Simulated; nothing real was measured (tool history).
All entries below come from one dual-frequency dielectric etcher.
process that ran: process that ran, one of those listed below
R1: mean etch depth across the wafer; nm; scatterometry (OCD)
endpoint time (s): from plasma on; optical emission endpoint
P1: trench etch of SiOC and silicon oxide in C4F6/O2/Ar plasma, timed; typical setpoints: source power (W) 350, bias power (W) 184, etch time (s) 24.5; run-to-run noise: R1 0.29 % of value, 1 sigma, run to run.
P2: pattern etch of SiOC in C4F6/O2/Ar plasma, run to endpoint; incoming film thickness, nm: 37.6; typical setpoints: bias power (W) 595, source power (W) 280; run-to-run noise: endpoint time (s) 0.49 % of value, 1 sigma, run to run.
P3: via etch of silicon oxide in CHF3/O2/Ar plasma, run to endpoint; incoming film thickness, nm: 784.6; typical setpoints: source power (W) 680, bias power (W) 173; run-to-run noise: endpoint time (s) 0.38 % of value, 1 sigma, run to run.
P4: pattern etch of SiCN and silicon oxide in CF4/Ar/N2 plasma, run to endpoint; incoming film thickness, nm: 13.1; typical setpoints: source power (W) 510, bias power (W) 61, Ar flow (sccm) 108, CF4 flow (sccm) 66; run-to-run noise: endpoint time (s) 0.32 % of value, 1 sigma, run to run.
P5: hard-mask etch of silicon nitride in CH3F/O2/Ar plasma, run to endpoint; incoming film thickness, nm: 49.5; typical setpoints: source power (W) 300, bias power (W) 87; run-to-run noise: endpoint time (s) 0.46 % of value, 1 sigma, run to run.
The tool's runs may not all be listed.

Run 1, hour 11.9: process that ran P1, source power (W) 350, bias power (W) 184, etch time (s) 24.5. Result: R1 46.689 nm.
Run 2, hour 22.7: process that ran P1, source power (W) 350, bias power (W) 184, etch time (s) 24.5. Result: R1 46.568 nm.
Run 3, hour 32.6: process that ran P2, source power (W) 390, bias power (W) 595. Result: endpoint time (s) 11.91.
Run 4, hour 42.7: process that ran P1, source power (W) 350, bias power (W) 261, etch time (s) 24.5. Result: R1 52.159 nm.
Run 5, hour 49.6: process that ran P5, source power (W) 170, bias power (W) 87. Result: endpoint time (s) 91.819.
Run 6, hour 62.3: process that ran P4, source power (W) 510, bias power (W) 61, Ar flow (sccm) 108, CF4 flow (sccm) 66. Result: endpoint time (s) 15.063.
At hour 63.4: bias power generator calibrated.
Run 7, hour 72.7: process that ran P1, source power (W) 350, bias power (W) 184, etch time (s) 24.5. Result: R1 46.731 nm.
Run 8, hour 81.5: process that ran P1, source power (W) 350, bias power (W) 184, etch time (s) 15. Result: R1 28.426 nm.
Run 9, hour 88.1: process that ran P1, source power (W) 350, bias power (W) 128, etch time (s) 24.5. Result: R1 41.601 nm.
Run 10, hour 93.9: process that ran P3, source power (W) 680, bias power (W) 214. Result: endpoint time (s) 338.29.
Run 11, hour 104.9: process that ran P1, source power (W) 450, bias power (W) 184, etch time (s) 24.5. Result: R1 51.435 nm.
Run 12, hour 115.5: process that ran P4, source power (W) 510, bias power (W) 61, Ar flow (sccm) 75, CF4 flow (sccm) 66. Result: endpoint time (s) 14.212.
Run 13, hour 127.4: process that ran P1, source power (W) 290, bias power (W) 239, etch time (s) 24.5. Result: R1 47.377 nm.
Run 14, hour 134.8: process that ran P5, source power (W) 300, bias power (W) 52. Result: endpoint time (s) 88.799.
Run 15, hour 142.2: process that ran P1, source power (W) 350, bias power (W) 184, etch time (s) 24.5. Result: R1 46.76 nm.
Run 16, hour 150: process that ran P5, source power (W) 300, bias power (W) 87. Result: endpoint time (s) 74.714.
Run 17, hour 158.8: process that ran P1, source power (W) 460, bias power (W) 184, etch time (s) 30.5. Result: R1 64.716 nm.
Run 18, hour 171.1: process that ran P1, source power (W) 350, bias power (W) 184, etch time (s) 24.5. Result: R1 46.781 nm.
Run 19, hour 180.9: process that ran P4, source power (W) 330, bias power (W) 61, Ar flow (sccm) 108, CF4 flow (sccm) 66. Result: endpoint time (s) 22.15.
Run 20, hour 189.3: process that ran P3, source power (W) 420, bias power (W) 173. Result: endpoint time (s) 439.52.
Run 21, hour 196.6: process that ran P2, source power (W) 280, bias power (W) 595. Result: endpoint time (s) 13.346.
Run 22, hour 207.5: process that ran P1, source power (W) 230, bias power (W) 184, etch time (s) 31. Result: R1 50.211 nm.
Run 23, hour 218.1: process that ran P4, source power (W) 510, bias power (W) 61, Ar flow (sccm) 108, CF4 flow (sccm) 41. Result: endpoint time (s) 16.404.
Run 24, hour 227.7: process that ran P4, source power (W) 510, bias power (W) 61, Ar flow (sccm) 108, CF4 flow (sccm) 66. Result: endpoint time (s) 15.096.
Run 25, hour 239.1: process that ran P1, source power (W) 350, bias power (W) 184, etch time (s) 32. Result: R1 60.792 nm.
Run 26, hour 246.7: process that ran P3, source power (W) 680, bias power (W) 173. Result: endpoint time (s) 365.45.
Run 27, hour 252.9: process that ran P4, source power (W) 510, bias power (W) 42, Ar flow (sccm) 108, CF4 flow (sccm) 66. Result: endpoint time (s) 16.911.
Run 28, hour 264.7: process that ran P1, source power (W) 350, bias power (W) 184, etch time (s) 24.5. Result: R1 46.788 nm.
Run 29, hour 274: process that ran P2, source power (W) 280, bias power (W) 392. Result: endpoint time (s) 15.849.
Run 30, hour 282.2: process that ran P1, source power (W) 200, bias power (W) 184, etch time (s) 24.5. Result: R1 37.649 nm.
Run 31, hour 292.6: process that ran P5, source power (W) 300, bias power (W) 87. Result: endpoint time (s) 74.229.
Run 32, hour 305.2: process that ran P1, source power (W) 350, bias power (W) 184, etch time (s) 24.5. Result: R1 46.571 nm.
Run 33, hour 315.1: process that ran P1, source power (W) 350, bias power (W) 184, etch time (s) 24.5. Result: R1 46.973 nm.
Run 34, hour 328.3: process that ran P1, source power (W) 350, bias power (W) 184, etch time (s) 24.5. Result: R1 47.002 nm.
Run 35, hour 335.2: process that ran P1, source power (W) 350, bias power (W) 184, etch time (s) 24.5. Result: R1 47.2 nm.
Run 36, hour 344.2: process that ran P1, source power (W) 350, bias power (W) 184, etch time (s) 24.5. Result: R1 46.868 nm.
Run 37, hour 354.1: process that ran P1, source power (W) 350, bias power (W) 184, etch time (s) 24.5. Result: R1 47.131 nm.
Run 38, hour 360.9: process that ran P1, source power (W) 350, bias power (W) 184, etch time (s) 24.5. Result: R1 47.282 nm.
At hour 368.2: wet clean of the chamber.
Run 39, hour 371.6: process that ran P1, source power (W) 350, bias power (W) 184, etch time (s) 24.5. Result: R1 47.378 nm.
Run 40, hour 382.3: process that ran P1, source power (W) 350, bias power (W) 184, etch time (s) 24.5. Result: R1 47.43 nm.
Run 41, hour 389.7: process that ran P1, source power (W) 350, bias power (W) 184, etch time (s) 24.5. Result: R1 47.228 nm.

Something has made what P1 gives creep away from where it was; the 2 causes below, each at its own stated size, fit the log equally well:
A: bias power that arrives over what is set, % = 4.61
B: source power that arrives over what is set, % = 3.83
The process output started creeping at around hour 305.2.
What rules out each remaining cause:
chamber walls in a state that raises the etch rate, %: serviced after onset, at hour 368.2, with no recovery of the prior output

You are offered 4 check runs, listed below with question marks in place of their results; each one averages 2 wafers. Which run separates the listed causes by giving clearly different results for each?
Run check 1, hour 397.1: process that ran P4, source power (W) 510, bias power (W) 44, Ar flow (sccm) 87, CF4 flow (sccm) 66. Result: endpoint time (s) ?.
Run check 2, hour 397.1: process that ran P3, source power (W) 500, bias power (W) 212. Result: endpoint time (s) ?.
Run check 3, hour 397.1: process that ran P5, source power (W) 210, bias power (W) 53. Result: endpoint time (s) ?.
Run check 4, hour 397.1: process that ran P2, source power (W) 390, bias power (W) 409. Result: endpoint time (s) ?.

Check results expected under each cause:
  check             result    if A    if B
check 1  endpoint time (s)  15.822    15.5
check 2  endpoint time (s)  375.54  376.17
check 3  endpoint time (s)  99.754  99.844
check 4  endpoint time (s)  13.447  13.479
Gap, in per cent, between the two causes that each check separates least, read from the result that separates them most: check 1 2.06 %; check 2 0.17 %; check 3 0.09 %; check 4 0.24 %
Check 1 tells the causes apart: in the others they would give nearly the same result.

Check 1 was then run and gave: endpoint time (s) 15.505. Which cause is it?

Of the candidate causes, it is B: source power that arrives over what is set, %.
